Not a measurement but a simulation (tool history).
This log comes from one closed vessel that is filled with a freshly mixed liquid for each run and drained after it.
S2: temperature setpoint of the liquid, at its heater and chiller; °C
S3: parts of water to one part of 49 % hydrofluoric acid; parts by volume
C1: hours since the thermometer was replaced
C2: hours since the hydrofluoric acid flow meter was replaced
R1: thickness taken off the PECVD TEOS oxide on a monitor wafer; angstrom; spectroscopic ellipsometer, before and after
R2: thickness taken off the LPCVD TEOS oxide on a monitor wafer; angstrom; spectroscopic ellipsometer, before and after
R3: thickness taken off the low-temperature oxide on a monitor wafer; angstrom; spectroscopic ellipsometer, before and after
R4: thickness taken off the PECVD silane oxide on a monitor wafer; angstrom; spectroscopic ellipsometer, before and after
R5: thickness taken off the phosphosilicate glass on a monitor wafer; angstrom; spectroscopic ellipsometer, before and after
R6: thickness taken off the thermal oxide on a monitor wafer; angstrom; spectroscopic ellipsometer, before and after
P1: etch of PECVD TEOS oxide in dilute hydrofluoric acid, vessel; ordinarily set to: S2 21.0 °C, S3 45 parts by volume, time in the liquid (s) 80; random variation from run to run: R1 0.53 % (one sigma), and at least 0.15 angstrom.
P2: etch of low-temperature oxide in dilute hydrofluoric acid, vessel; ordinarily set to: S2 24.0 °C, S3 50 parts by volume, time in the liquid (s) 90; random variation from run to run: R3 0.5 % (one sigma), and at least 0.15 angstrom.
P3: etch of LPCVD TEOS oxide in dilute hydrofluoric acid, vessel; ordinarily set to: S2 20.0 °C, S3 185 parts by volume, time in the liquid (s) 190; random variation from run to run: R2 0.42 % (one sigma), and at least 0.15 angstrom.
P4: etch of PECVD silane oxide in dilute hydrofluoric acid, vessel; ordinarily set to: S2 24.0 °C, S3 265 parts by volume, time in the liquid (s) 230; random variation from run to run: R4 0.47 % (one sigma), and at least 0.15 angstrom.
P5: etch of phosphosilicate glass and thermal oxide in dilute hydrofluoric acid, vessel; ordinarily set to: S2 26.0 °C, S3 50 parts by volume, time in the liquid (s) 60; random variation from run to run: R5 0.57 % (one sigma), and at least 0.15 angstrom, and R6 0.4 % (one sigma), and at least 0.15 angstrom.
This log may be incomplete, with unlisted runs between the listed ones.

{"run": 1, "hour": 5.5, "process that ran": "P1", "S2": 21.0, "S3": 45, "time in the liquid (s)": 80, "C1": 630.0, "C2": 1050.8, "R1": 279.04}
{"run": 2, "hour": 12.1, "process that ran": "P1", "S2": 21.0, "S3": 45, "time in the liquid (s)": 150, "C1": 636.6, "C2": 1057.4, "R1": 517.9}
{"run": 3, "hour": 17.1, "process that ran": "P1", "S2": 21.0, "S3": 45, "time in the liquid (s)": 30, "C1": 641.6, "C2": 1062.4, "R1": 103.88}
{"run": 4, "hour": 23.5, "process that ran": "P3", "S2": 20.0, "S3": 115, "time in the liquid (s)": 190, "C1": 648.0, "C2": 1068.8, "R2": 778.62}
{"run": 5, "hour": 30.0, "process that ran": "P3", "S2": 20.0, "S3": 185, "time in the liquid (s)": 190, "C1": 654.5, "C2": 1075.3, "R2": 448.58}
{"run": 6, "hour": 34.5, "process that ran": "P1", "S2": 21.0, "S3": 45, "time in the liquid (s)": 80, "C1": 659.0, "C2": 1079.8, "R1": 278.01}
{"run": 7, "hour": 41.2, "process that ran": "P2", "S2": 24.0, "S3": 50, "time in the liquid (s)": 30, "C1": 665.7, "C2": 1086.5, "R3": 68.157}
{"run": 8, "hour": 46.5, "process that ran": "P2", "S2": 31.0, "S3": 50, "time in the liquid (s)": 90, "C1": 671.0, "C2": 1091.8, "R3": 271.28}
{"run": 9, "hour": 51.9, "process that ran": "P4", "S2": 24.0, "S3": 450, "time in the liquid (s)": 230, "C1": 676.4, "C2": 1097.2, "R4": 177.89}
{"run": 10, "hour": 55.8, "process that ran": "P1", "S2": 21.0, "S3": 20, "time in the liquid (s)": 80, "C1": 680.3, "C2": 1101.1, "R1": 640.87}
{"run": 11, "hour": 61.0, "process that ran": "P2", "S2": 24.0, "S3": 50, "time in the liquid (s)": 90, "C1": 685.5, "C2": 1106.3, "R3": 204.32}
{"run": 12, "hour": 66.0, "process that ran": "P1", "S2": 21.0, "S3": 45, "time in the liquid (s)": 80, "C1": 690.5, "C2": 1111.3, "R1": 275.69}
{"run": 13, "hour": 73.7, "process that ran": "P2", "S2": 24.0, "S3": 20, "time in the liquid (s)": 90, "C1": 698.2, "C2": 1119.0, "R3": 532.89}
{"run": 14, "hour": 80.0, "process that ran": "P5", "S2": 26.0, "S3": 50, "time in the liquid (s)": 60, "C1": 704.5, "C2": 1125.3, "R5": 2274.4, "R6": 66.034}
{"run": 15, "hour": 87.1, "process that ran": "P3", "S2": 20.0, "S3": 185, "time in the liquid (s)": 75, "C1": 711.6, "C2": 1132.4, "R2": 177.2}
{"run": 16, "hour": 91.8, "process that ran": "P5", "S2": 26.0, "S3": 50, "time in the liquid (s)": 30, "C1": 716.3, "C2": 1137.1, "R5": 1141.2, "R6": 32.919}
{"run": 17, "hour": 99.3, "process that ran": "P3", "S2": 17.0, "S3": 185, "time in the liquid (s)": 190, "C1": 723.8, "C2": 1144.6, "R2": 397.69}
{"run": 18, "hour": 107.3, "process that ran": "P5", "S2": 21.5, "S3": 50, "time in the liquid (s)": 60, "C1": 731.8, "C2": 1152.6, "R5": 1914.1, "R6": 54.867}
{"run": 19, "hour": 111.4, "process that ran": "P1", "S2": 21.0, "S3": 75, "time in the liquid (s)": 80, "C1": 735.9, "C2": 1156.7, "R1": 161.24}
{"run": 20, "hour": 117.3, "process that ran": "P2", "S2": 24.0, "S3": 50, "time in the liquid (s)": 90, "C1": 741.8, "C2": 1162.6, "R3": 203.23}
{"run": 21, "hour": 123.2, "process that ran": "P1", "S2": 21.0, "S3": 45, "time in the liquid (s)": 80, "C1": 747.7, "C2": 1168.5, "R1": 280.91}
{"run": 22, "hour": 127.2, "process that ran": "P5", "S2": 26.0, "S3": 75, "time in the liquid (s)": 60, "C1": 751.7, "C2": 1172.5, "R5": 1472.4, "R6": 42.66}
{"run": 23, "hour": 134.6, "process that ran": "P1", "S2": 21.0, "S3": 45, "time in the liquid (s)": 80, "C1": 759.1, "C2": 1179.9, "R1": 278.29}
{"run": 24, "hour": 140.1, "process that ran": "P1", "S2": 17.0, "S3": 30, "time in the liquid (s)": 80, "C1": 764.6, "C2": 1185.4, "R1": 358.54}
{"run": 25, "hour": 144.9, "process that ran": "P4", "S2": 24.0, "S3": 265, "time in the liquid (s)": 465, "C1": 769.4, "C2": 1190.2, "R4": 722.37}
{"run": 26, "hour": 152.4, "process that ran": "P4", "S2": 17.5, "S3": 265, "time in the liquid (s)": 230, "C1": 776.9, "C2": 1197.7, "R4": 281.54}
{"run": 27, "hour": 160.2, "process that ran": "P1", "S2": 17.0, "S3": 45, "time in the liquid (s)": 80, "C1": 784.7, "C2": 1205.5, "R1": 234.53}
{"run": 28, "hour": 167.6, "process that ran": "P1", "S2": 21.0, "S3": 45, "time in the liquid (s)": 80, "C1": 792.1, "C2": 1212.9, "R1": 279.51}
{"run": 29, "hour": 173.2, "process that ran": "P3", "S2": 20.0, "S3": 185, "time in the liquid (s)": 190, "C1": 797.7, "C2": 1218.5, "R2": 450.83}
{"run": 30, "hour": 181.0, "process that ran": "P1", "S2": 27.5, "S3": 45, "time in the liquid (s)": 80, "C1": 805.5, "C2": 1226.3, "R1": 366.44}
{"run": 31, "hour": 187.5, "process that ran": "P4", "S2": 24.0, "S3": 265, "time in the liquid (s)": 230, "C1": 812.0, "C2": 1232.8, "R4": 354.41}
{"run": 32, "hour": 193.8, "process that ran": "P5", "S2": 26.0, "S3": 50, "time in the liquid (s)": 60, "C1": 818.3, "C2": 1239.1, "R5": 2307.7, "R6": 66.168}
{"run": 33, "hour": 202.0, "process that ran": "P1", "S2": 21.0, "S3": 45, "time in the liquid (s)": 80, "C1": 826.5, "C2": 1247.3, "R1": 277.94}
{"run": 34, "hour": 209.0, "process that ran": "P1", "S2": 21.0, "S3": 45, "time in the liquid (s)": 80, "C1": 833.5, "C2": 1254.3, "R1": 271.32}
{"run": 35, "hour": 216.9, "process that ran": "P1", "S2": 21.0, "S3": 45, "time in the liquid (s)": 80, "C1": 841.4, "C2": 1262.2, "R1": 263.55}
{"run": 36, "hour": 223.1, "process that ran": "P1", "S2": 21.0, "S3": 45, "time in the liquid (s)": 80, "C1": 847.6, "C2": 1268.4, "R1": 261.71}
{"run": 37, "hour": 228.9, "process that ran": "P1", "S2": 21.0, "S3": 45, "time in the liquid (s)": 80, "C1": 853.4, "C2": 1274.2, "R1": 259.0}
{"run": 38, "hour": 232.6, "process that ran": "P1", "S2": 21.0, "S3": 45, "time in the liquid (s)": 80, "C1": 857.1, "C2": 1277.9, "R1": 260.22}
{"run": 39, "hour": 238.4, "process that ran": "P1", "S2": 21.0, "S3": 45, "time in the liquid (s)": 80, "C1": 862.9, "C2": 1283.7, "R1": 258.37}
{"run": 40, "hour": 242.5, "process that ran": "P1", "S2": 21.0, "S3": 45, "time in the liquid (s)": 80, "C1": 867.0, "C2": 1287.8, "R1": 257.54}
{"run": 41, "hour": 250.0, "process that ran": "P1", "S2": 21.0, "S3": 45, "time in the liquid (s)": 80, "C1": 874.5, "C2": 1295.3, "R1": 256.4}
{"run": 42, "hour": 257.8, "process that ran": "P1", "S2": 21.0, "S3": 45, "time in the liquid (s)": 80, "C1": 882.3, "C2": 1303.1, "R1": 257.93}

What P1 gives has crept away from where it was. These 2 causes fit the log equally well, each at the size given:
A: liquid colder than its thermometer reads (K) = 1.94
B: hydrofluoric acid flow below the setpoint (%) = 7.51
The gradual shift began around hour 202.0.

4 check runs are offered, one wafer each, their results left as question marks. Which one tells the causes apart?
{"run": "check 1", "hour": 265.6, "process that ran": "P2", "S2": 31.0, "S3": 50, "time in the liquid (s)": 90, "R3": "?"}
{"run": "check 2", "hour": 265.6, "process that ran": "P4", "S2": 20.0, "S3": 405, "time in the liquid (s)": 230, "R4": "?"}
{"run": "check 3", "hour": 265.6, "process that ran": "P5", "S2": 26.0, "S3": 75, "time in the liquid (s)": 60, "R5": "?", "R6": "?"}
{"run": "check 4", "hour": 265.6, "process that ran": "P3", "S2": 20.0, "S3": 120, "time in the liquid (s)": 95, "R2": "?"}

Expected result of each check under each candidate cause:
check=check_1 result=R3 if_A=249.020 if_B=246.960
check=check_2 result=R4 if_A=167.19 if_B=161.15
check=check_3 result=R5 if_A=1363.6 if_B=1352.0
check=check_3 result=R6 if_A=39.487 if_B=39.150
check=check_4 result=R2 if_A=341.99 if_B=338.88
Smallest distance between any two causes, each pair judged by its most separating result, in per cent: check 1 0.83 %; check 2 3.68 %; check 3 0.86 %; check 4 0.91 %
The causes can be told apart only by check 2. The other checks would give nearly the same results under each of them.

Check 2 was then run and gave: R4 161.57 angstrom. Which cause is it?

It is B: hydrofluoric acid flow below the setpoint (%).
